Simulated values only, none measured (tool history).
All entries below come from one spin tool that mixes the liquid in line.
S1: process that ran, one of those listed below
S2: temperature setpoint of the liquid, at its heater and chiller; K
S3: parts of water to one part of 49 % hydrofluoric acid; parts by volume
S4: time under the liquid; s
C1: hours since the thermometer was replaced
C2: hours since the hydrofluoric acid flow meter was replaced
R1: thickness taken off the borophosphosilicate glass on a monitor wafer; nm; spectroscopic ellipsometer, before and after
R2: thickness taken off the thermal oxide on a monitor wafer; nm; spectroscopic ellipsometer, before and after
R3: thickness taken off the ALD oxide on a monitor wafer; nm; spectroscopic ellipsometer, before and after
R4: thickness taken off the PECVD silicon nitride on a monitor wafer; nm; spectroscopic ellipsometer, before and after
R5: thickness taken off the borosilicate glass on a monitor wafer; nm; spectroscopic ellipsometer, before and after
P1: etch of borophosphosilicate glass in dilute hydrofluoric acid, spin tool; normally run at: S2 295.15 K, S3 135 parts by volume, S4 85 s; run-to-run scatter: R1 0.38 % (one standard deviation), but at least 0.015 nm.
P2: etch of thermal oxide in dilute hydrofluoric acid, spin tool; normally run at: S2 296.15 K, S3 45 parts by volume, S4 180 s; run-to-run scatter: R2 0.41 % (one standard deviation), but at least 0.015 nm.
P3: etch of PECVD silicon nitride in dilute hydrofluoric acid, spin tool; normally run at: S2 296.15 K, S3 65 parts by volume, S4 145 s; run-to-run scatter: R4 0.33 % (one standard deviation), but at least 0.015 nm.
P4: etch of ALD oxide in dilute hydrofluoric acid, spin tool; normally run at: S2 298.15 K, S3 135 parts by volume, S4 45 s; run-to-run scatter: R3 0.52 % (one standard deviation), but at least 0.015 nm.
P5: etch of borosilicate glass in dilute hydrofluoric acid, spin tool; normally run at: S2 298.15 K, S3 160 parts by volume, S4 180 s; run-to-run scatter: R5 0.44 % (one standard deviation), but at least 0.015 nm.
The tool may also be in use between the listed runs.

run 1 hour=5.9 | S1=P1 S2=295.15 S3=135 S4=85 | C1=1040.9 C2=1166.5 | R1=22.14
run 2 hour=11.7 | S1=P2 S2=296.15 S3=45 S4=75 | C1=1046.7 C2=1172.3 | R2=7.8591
run 3 hour=17.7 | S1=P4 S2=298.15 S3=135 S4=75 | C1=1052.7 C2=1178.3 | R3=12.668
run 4 hour=27.4 | S1=P1 S2=295.15 S3=135 S4=85 | C1=1062.4 C2=1188 | R1=22.288
run 5 hour=34.7 | S1=P1 S2=295.15 S3=135 S4=35 | C1=1069.7 C2=1195.3 | R1=9.2129
run 6 hour=43.3 | S1=P2 S2=296.15 S3=45 S4=180 | C1=1078.3 C2=1203.9 | R2=18.849
run 7 hour=50.4 | S1=P2 S2=296.15 S3=45 S4=180 | C1=1085.4 C2=1211 | R2=18.856
run 8 hour=60.4 | S1=P1 S2=295.15 S3=135 S4=85 | C1=1095.4 C2=1221 | R1=22.192
run 9 hour=68.2 | S1=P1 S2=295.15 S3=135 S4=85 | C1=1103.2 C2=1228.8 | R1=22.221
run 10 hour=73.8 | S1=P1 S2=295.15 S3=215 S4=85 | C1=1108.8 C2=1234.4 | R1=12.804
run 11 hour=81.3 | S1=P1 S2=295.15 S3=30 S4=85 | C1=1116.3 C2=1241.9 | R1=113.57
run 12 hour=87.8 | S1=P3 S2=296.15 S3=65 S4=145 | C1=1122.8 C2=1248.4 | R4=6.6873
run 13 hour=94.9 | S1=P5 S2=298.15 S3=160 S4=180 | C1=1129.9 C2=1255.5 | R5=19.192
run 14 hour=104.3 | S1=P1 S2=295.15 S3=135 S4=85 | C1=1139.3 C2=1264.9 | R1=22.181
run 15 hour=114.1 | S1=P2 S2=296.15 S3=30 S4=180 | C1=1149.1 C2=1274.7 | R2=28.805
run 16 hour=119.3 | S1=P4 S2=298.15 S3=135 S4=45 | C1=1154.3 C2=1279.9 | R3=7.6553
run 17 hour=129.5 | S1=P3 S2=291.15 S3=65 S4=145 | C1=1164.5 C2=1290.1 | R4=4.6985
run 18 hour=134.7 | S1=P4 S2=298.15 S3=240 S4=45 | C1=1169.7 C2=1295.3 | R3=3.8112
run 19 hour=140.9 | S1=P1 S2=295.15 S3=135 S4=85 | C1=1175.9 C2=1301.5 | R1=22.182
run 20 hour=150.7 | S1=P1 S2=290.15 S3=135 S4=85 | C1=1185.7 C2=1311.3 | R1=18.179
run 21 hour=159.3 | S1=P5 S2=298.15 S3=160 S4=180 | C1=1194.3 C2=1319.9 | R5=19.142
run 22 hour=166.1 | S1=P3 S2=296.15 S3=65 S4=15 | C1=1201.1 C2=1326.7 | R4=0.68934
run 23 hour=176.3 | S1=P3 S2=296.15 S3=90 S4=145 | C1=1211.3 C2=1336.9 | R4=4.8175
run 24 hour=183.3 | S1=P5 S2=298.15 S3=230 S4=180 | C1=1218.3 C2=1343.9 | R5=12.294
run 25 hour=190.3 | S1=P5 S2=294.15 S3=160 S4=180 | C1=1225.3 C2=1350.9 | R5=16.311
run 26 hour=198.3 | S1=P4 S2=303.65 S3=135 S4=45 | C1=1233.3 C2=1358.9 | R3=9.4047
run 27 hour=206.8 | S1=P4 S2=298.15 S3=135 S4=45 | C1=1241.8 C2=1367.4 | R3=7.5415
run 28 hour=212.1 | S1=P2 S2=290.15 S3=45 S4=180 | C1=1247.1 C2=1372.7 | R2=14.609
run 29 hour=217.9 | S1=P1 S2=295.15 S3=25 S4=25 | C1=1252.9 C2=1378.5 | R1=40.321
run 30 hour=222.7 | S1=P1 S2=295.15 S3=135 S4=135 | C1=1257.7 C2=1383.3 | R1=35.198
run 31 hour=229.1 | S1=P5 S2=298.15 S3=160 S4=15 | C1=1264.1 C2=1389.7 | R5=1.573
run 32 hour=237.1 | S1=P1 S2=302.65 S3=135 S4=85 | C1=1272.1 C2=1397.7 | R1=29.651
run 33 hour=244.2 | S1=P1 S2=295.15 S3=135 S4=85 | C1=1279.2 C2=1404.8 | R1=22.213
run 34 hour=249.2 | S1=P1 S2=295.15 S3=135 S4=85 | C1=1284.2 C2=1409.8 | R1=22.196
run 35 hour=258.5 | S1=P1 S2=295.15 S3=135 S4=85 | C1=1293.5 C2=1419.1 | R1=23.185
run 36 hour=263.5 | S1=P1 S2=295.15 S3=135 S4=85 | C1=1298.5 C2=1424.1 | R1=23.5
run 37 hour=269.1 | S1=P1 S2=295.15 S3=135 S4=85 | C1=1304.1 C2=1429.7 | R1=23.619
run 38 hour=277.7 | S1=P1 S2=295.15 S3=135 S4=85 | C1=1312.7 C2=1438.3 | R1=23.761
run 39 hour=282.3 | S1=P1 S2=295.15 S3=135 S4=85 | C1=1317.3 C2=1442.9 | R1=23.958
run 40 hour=289 | S1=P1 S2=295.15 S3=135 S4=85 | C1=1324 C2=1449.6 | R1=23.959
run 41 hour=298.9 | S1=P1 S2=295.15 S3=135 S4=85 | C1=1333.9 C2=1459.5 | R1=23.929

Compared with where it was, what P1 gives has crept away. Each cause listed below fits the log as well as the rest, at the size given for it:
A: hydrofluoric acid flow above the setpoint (%) = 6.56
B: liquid hotter than its thermometer reads (K) = 1.87
The creep began at about hour 249.2.

The check runs listed below each take one wafer, and their results are still question marks. Under which run would the listed causes lead to clearly different results?
run check 1 hour=308.8 | S1=P5 S2=298.15 S3=160 S4=180 | R5=?
run check 2 hour=308.8 | S1=P2 S2=296.15 S3=45 S4=180 | R2=?
run check 3 hour=308.8 | S1=P3 S2=296.15 S3=65 S4=145 | R4=?
run check 4 hour=308.8 | S1=P4 S2=298.15 S3=135 S4=45 | R3=?

What each check would give under each cause:
check=check_1 result=R5 if_A=20.49 if_B=20.38
check=check_2 result=R2 if_A=20.124 if_B=20.33
check=check_3 result=R4 if_A=7.0752 if_B=7.5353
check=check_4 result=R3 if_A=8.1904 if_B=8.1688
Distance between the nearest two causes, measured in the result of the check that separates them most: check 1 0.54 %; check 2 1.02 %; check 3 6.3 %; check 4 0.26 %
The other checks would show nearly matching results whichever cause is true, so check 3 is the only one that separates the causes.

With check 3 done, the readings were: R4 7.5098 nm. Identify which of the listed causes applies.

Of the candidate causes, it is B: liquid hotter than its thermometer reads (K).
